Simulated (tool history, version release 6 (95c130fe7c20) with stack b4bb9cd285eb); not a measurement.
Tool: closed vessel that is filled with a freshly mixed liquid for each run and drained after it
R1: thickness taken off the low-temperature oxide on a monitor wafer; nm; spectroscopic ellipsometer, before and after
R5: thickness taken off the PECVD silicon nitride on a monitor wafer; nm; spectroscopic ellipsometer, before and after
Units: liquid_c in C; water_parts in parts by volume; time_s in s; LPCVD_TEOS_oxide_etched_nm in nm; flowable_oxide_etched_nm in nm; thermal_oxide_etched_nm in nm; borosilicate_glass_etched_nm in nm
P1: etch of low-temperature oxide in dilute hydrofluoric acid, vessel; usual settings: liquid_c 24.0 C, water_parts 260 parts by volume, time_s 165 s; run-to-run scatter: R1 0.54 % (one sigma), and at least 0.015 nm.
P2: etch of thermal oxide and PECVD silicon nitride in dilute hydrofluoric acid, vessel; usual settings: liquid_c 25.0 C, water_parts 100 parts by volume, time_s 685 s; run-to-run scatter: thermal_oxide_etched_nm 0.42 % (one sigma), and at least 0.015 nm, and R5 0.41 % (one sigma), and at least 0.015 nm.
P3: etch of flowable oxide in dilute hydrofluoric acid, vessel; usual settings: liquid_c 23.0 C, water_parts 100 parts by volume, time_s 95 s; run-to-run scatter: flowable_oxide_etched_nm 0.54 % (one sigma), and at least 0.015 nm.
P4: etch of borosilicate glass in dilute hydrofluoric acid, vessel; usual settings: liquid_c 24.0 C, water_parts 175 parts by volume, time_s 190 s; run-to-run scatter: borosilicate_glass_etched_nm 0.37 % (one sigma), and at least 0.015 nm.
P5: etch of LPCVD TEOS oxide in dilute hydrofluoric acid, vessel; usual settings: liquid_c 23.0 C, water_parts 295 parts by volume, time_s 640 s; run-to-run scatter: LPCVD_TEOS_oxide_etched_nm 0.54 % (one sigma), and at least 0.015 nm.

{"run": 1, "day": 0.321, "process": "P1", "liquid_c": 24.0, "water_parts": 260, "time_s": 165, "R1": 9.7193}
{"run": 2, "day": 0.642, "process": "P5", "liquid_c": 23.0, "water_parts": 525, "time_s": 640, "LPCVD_TEOS_oxide_etched_nm": 14.188}
{"run": 3, "day": 0.879, "process": "P3", "liquid_c": 23.0, "water_parts": 165, "time_s": 95, "flowable_oxide_etched_nm": 15.305}
{"run": 4, "day": 1.162, "process": "P1", "liquid_c": 24.0, "water_parts": 260, "time_s": 165, "R1": 9.7237}
{"run": 5, "day": 1.475, "process": "P2", "liquid_c": 25.0, "water_parts": 100, "time_s": 685, "thermal_oxide_etched_nm": 31.477, "R5": 16.785}
{"run": 6, "day": 1.721, "process": "P1", "liquid_c": 19.5, "water_parts": 260, "time_s": 165, "R1": 8.2998}
{"run": 7, "day": 1.933, "process": "P3", "liquid_c": 23.0, "water_parts": 100, "time_s": 95, "flowable_oxide_etched_nm": 27.255}
{"run": 8, "day": 2.238, "process": "P5", "liquid_c": 23.0, "water_parts": 295, "time_s": 640, "LPCVD_TEOS_oxide_etched_nm": 31.231}
{"run": 9, "day": 2.483, "process": "P3", "liquid_c": 31.5, "water_parts": 100, "time_s": 95, "flowable_oxide_etched_nm": 37.628}
{"run": 10, "day": 2.7, "process": "P1", "liquid_c": 24.0, "water_parts": 260, "time_s": 165, "R1": 9.7287}
{"run": 11, "day": 2.975, "process": "P1", "liquid_c": 24.0, "water_parts": 260, "time_s": 315, "R1": 18.569}
{"run": 12, "day": 3.233, "process": "P4", "liquid_c": 24.0, "water_parts": 270, "time_s": 190, "borosilicate_glass_etched_nm": 17.028}
{"run": 13, "day": 3.55, "process": "P1", "liquid_c": 24.0, "water_parts": 145, "time_s": 30, "R1": 3.5997}
{"run": 14, "day": 3.9, "process": "P1", "liquid_c": 24.0, "water_parts": 260, "time_s": 165, "R1": 9.7003}
{"run": 15, "day": 4.1, "process": "P1", "liquid_c": 24.0, "water_parts": 150, "time_s": 165, "R1": 19.119}
{"run": 16, "day": 4.3, "process": "P2", "liquid_c": 17.5, "water_parts": 100, "time_s": 685, "thermal_oxide_etched_nm": 23.223, "R5": 10.122}
{"run": 17, "day": 4.621, "process": "P1", "liquid_c": 24.0, "water_parts": 445, "time_s": 165, "R1": 4.8089}
{"run": 18, "day": 4.846, "process": "P1", "liquid_c": 29.0, "water_parts": 260, "time_s": 165, "R1": 11.464}
{"run": 19, "day": 5.083, "process": "P4", "liquid_c": 24.0, "water_parts": 175, "time_s": 190, "borosilicate_glass_etched_nm": 29.069}
{"run": 20, "day": 5.404, "process": "P2", "liquid_c": 25.0, "water_parts": 100, "time_s": 30, "thermal_oxide_etched_nm": 1.3785, "R5": 0.73482}
{"run": 21, "day": 5.617, "process": "P2", "liquid_c": 25.0, "water_parts": 145, "time_s": 685, "thermal_oxide_etched_nm": 20.571, "R5": 11.533}

Run 22 comes next. What will it give?
{"run": 22, "day": 5.933, "process": "P5", "liquid_c": 23.0, "water_parts": 295, "time_s": 640, "LPCVD_TEOS_oxide_etched_nm": "?"}

LPCVD_TEOS_oxide_etched_nm: 30.937 nm
